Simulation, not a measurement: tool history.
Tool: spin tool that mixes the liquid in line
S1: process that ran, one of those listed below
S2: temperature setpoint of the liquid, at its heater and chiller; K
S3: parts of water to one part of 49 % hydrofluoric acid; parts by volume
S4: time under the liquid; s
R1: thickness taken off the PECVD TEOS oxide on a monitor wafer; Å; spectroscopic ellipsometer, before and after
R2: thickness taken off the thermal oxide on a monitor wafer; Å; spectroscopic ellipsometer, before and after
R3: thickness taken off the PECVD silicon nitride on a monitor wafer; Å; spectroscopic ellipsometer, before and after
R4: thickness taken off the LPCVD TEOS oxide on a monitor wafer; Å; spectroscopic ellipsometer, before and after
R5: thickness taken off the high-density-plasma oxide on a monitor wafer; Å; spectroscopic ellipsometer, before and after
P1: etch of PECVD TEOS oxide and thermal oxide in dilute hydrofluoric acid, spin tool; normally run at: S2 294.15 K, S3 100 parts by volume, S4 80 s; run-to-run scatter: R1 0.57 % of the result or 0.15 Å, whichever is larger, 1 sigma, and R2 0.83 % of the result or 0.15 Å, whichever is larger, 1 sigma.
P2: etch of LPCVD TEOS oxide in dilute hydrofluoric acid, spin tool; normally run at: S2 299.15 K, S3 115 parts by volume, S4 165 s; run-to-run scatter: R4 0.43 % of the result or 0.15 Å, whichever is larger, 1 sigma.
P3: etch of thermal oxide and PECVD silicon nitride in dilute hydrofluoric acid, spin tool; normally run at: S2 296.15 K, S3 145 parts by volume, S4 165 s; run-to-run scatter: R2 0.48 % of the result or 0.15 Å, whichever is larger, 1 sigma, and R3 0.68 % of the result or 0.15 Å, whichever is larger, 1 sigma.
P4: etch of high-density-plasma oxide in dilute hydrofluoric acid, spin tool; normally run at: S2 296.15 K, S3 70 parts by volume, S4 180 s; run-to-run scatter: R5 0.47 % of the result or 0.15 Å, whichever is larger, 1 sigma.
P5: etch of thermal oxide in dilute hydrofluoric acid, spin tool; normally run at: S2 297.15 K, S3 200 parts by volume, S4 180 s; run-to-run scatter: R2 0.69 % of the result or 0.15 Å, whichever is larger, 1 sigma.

run,day,S1,S2,S3,S4,R1,R2,R3,R4,R5
1,0.242,P1,294.15,100,80,104.33,32.983,,,
2,0.379,P3,304.65,145,165,,64.627,75.784,,
3,0.642,P3,296.15,145,165,,47.825,44.746,,
4,0.783,P1,294.15,55,80,201.84,63.435,,,
5,0.975,P1,298.15,100,80,122.99,38.92,,,
6,1.204,P2,299.15,115,165,,,,257.2,
7,1.362,P5,297.15,200,180,,34.291,,,
8,1.496,P1,290.15,30,80,317.32,99.265,,,
9,1.625,P5,291.65,200,180,,28.641,,,
10,1.892,P5,297.15,200,180,,34.837,,,
11,2.138,P2,299.15,115,20,,,,31.009,
12,2.371,P1,294.15,180,80,52.831,16.87,,,
13,2.596,P4,296.15,70,180,,,,,155.94
14,2.796,P1,294.15,100,80,105.93,33.057,,,
15,2.992,P1,294.15,50,35,97.189,30.769,,,
16,3.229,P5,297.15,45,180,,187.03,,,
17,3.429,P1,294.15,100,140,182.33,58.152,,,
18,3.712,P2,299.15,115,165,,,,258.1,
19,3.842,P1,297.65,40,80,326.93,103.52,,,
20,4.092,P1,294.15,100,80,103.86,33.044,,,
21,4.329,P2,299.15,40,165,,,,813.31,
22,4.521,P1,294.15,100,80,104.18,32.939,,,
23,4.788,P4,296.15,70,180,,,,,156.7
24,5.058,P2,292.15,115,165,,,,194.2,
25,5.192,P1,294.15,100,80,105.85,33.293,,,
26,5.429,P1,294.15,100,30,39.359,12.572,,,
27,5.65,P5,297.15,200,335,,65.008,,,
28,5.817,P3,296.15,145,15,,3.9701,3.9889,,
29,5.979,P4,303.65,70,180,,,,,210.28
30,6.246,P3,296.15,250,165,,24.47,25.731,,
31,6.458,P3,296.15,145,165,,46.92,44.044,,
32,6.704,P1,290.15,100,80,88.177,27.994,,,
33,6.933,P4,296.15,70,360,,,,,310.67
34,7.179,P4,296.15,110,180,,,,,93.102
35,7.3,P1,294.15,100,80,102.59,32.85,,,
36,7.425,P1,294.15,100,80,106.05,33.72,,,
37,7.679,P1,294.15,100,80,109.96,34.574,,,
38,7.9,P1,294.15,100,80,111.21,35.117,,,
39,8.171,P1,294.15,100,80,111.79,35.267,,,
40,8.458,P1,294.15,100,80,113.72,35.744,,,
41,8.683,P1,294.15,100,80,112.86,35.982,,,

The next listed run, before its measurement:
42,8.808,P1,294.15,100,80,?,?,,,

{"run 42": {"R1": 112.72, "R2": 36.246}}
